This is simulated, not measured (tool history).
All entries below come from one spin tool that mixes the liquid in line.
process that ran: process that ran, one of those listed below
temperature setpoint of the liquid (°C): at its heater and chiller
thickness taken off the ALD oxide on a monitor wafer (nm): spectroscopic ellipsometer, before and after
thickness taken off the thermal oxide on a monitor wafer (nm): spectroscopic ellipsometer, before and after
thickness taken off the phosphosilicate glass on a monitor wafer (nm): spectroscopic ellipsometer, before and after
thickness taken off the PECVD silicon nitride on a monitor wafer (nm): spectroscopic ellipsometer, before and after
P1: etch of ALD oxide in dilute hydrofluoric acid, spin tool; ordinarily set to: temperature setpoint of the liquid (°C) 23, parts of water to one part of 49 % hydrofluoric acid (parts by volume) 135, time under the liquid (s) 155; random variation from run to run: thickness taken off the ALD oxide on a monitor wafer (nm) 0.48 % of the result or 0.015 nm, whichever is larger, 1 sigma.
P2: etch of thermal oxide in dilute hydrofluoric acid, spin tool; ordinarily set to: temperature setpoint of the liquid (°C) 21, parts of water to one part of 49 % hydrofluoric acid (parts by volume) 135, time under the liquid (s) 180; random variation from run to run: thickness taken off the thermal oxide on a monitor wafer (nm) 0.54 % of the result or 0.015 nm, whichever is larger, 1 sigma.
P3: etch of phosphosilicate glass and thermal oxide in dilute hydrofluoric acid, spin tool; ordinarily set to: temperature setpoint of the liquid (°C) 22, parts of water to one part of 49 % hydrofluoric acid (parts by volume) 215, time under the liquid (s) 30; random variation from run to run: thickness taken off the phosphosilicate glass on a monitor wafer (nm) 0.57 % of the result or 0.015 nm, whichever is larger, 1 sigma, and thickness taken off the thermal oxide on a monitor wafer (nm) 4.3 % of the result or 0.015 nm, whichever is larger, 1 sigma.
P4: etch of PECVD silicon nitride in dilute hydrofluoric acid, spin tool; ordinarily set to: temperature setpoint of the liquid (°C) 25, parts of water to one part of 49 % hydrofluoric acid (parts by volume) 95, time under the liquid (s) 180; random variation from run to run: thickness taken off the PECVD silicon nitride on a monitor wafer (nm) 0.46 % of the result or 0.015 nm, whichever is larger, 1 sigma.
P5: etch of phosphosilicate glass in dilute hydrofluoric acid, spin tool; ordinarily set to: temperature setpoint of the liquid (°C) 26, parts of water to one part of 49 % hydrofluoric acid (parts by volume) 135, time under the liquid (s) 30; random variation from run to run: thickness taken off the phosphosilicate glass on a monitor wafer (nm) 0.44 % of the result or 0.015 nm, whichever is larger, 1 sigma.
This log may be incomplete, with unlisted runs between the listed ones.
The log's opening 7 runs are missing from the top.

run	hour	process that ran	temperature setpoint of the liquid (°C)	parts of water to one part of 49 % hydrofluoric acid (parts by volume)	time under the liquid (s)	hours since the thermometer was replaced	hours since the hydrofluoric acid flow meter was replaced	thickness taken off the ALD oxide on a monitor wafer (nm)	thickness taken off the thermal oxide on a monitor wafer (nm)	thickness taken off the phosphosilicate glass on a monitor wafer (nm)	thickness taken off the PECVD silicon nitride on a monitor wafer (nm)
8	56.9	P4	32	95	180	1640.4	442.1				12
9	66.4	P5	26	135	45	1649.9	451.6			37.435	
10	71.4	P3	22	75	30	1654.9	456.6		1.7838	57.283	
11	80.5	P5	26	135	30	1664	465.7			25.124	
12	89.5	P1	23	135	155	1673	474.7	22.257			
13	94.2	P1	23	135	155	1677.7	479.4	22.017			
14	100.7	P4	25	95	75	1684.2	485.9				3.2277
15	107	P2	21	135	340	1690.5	492.2		10.383		
16	114.7	P2	21	45	180	1698.2	499.9		18.383		
17	122	P5	31.5	135	30	1705.5	507.2			30.517	
18	131.2	P1	29	135	155	1714.7	516.4	28.076			
19	139.5	P3	17	215	30	1723	524.7		0.41639	14.17	
20	148.2	P1	19	55	155	1731.7	533.4	50.961			
21	153.1	P3	22	215	15	1736.6	538.3		0.27042	8.5462	
# hour 159.5: thermometer replaced
22	160.4	P4	25	160	180	0.9	545.6				4.6211
23	169.9	P3	22	215	30	10.4	555.1		0.54457	17.206	
24	175.7	P4	25	95	180	16.2	560.9				7.7228
25	182.4	P1	17	135	155	22.9	567.6	17.656			
26	190.6	P1	23	135	155	31.1	575.8	22.471			
27	197.3	P1	23	135	300	37.8	582.5	43.175			
28	204.8	P1	23	35	155	45.3	590	97.024			
29	211.9	P1	23	135	155	52.4	597.1	22.457			

Run 30 is up next; what results do you expect?
30	220.6	P1	23	135	155	61.1	605.8	?			

thickness taken off the ALD oxide on a monitor wafer (nm): 21.346
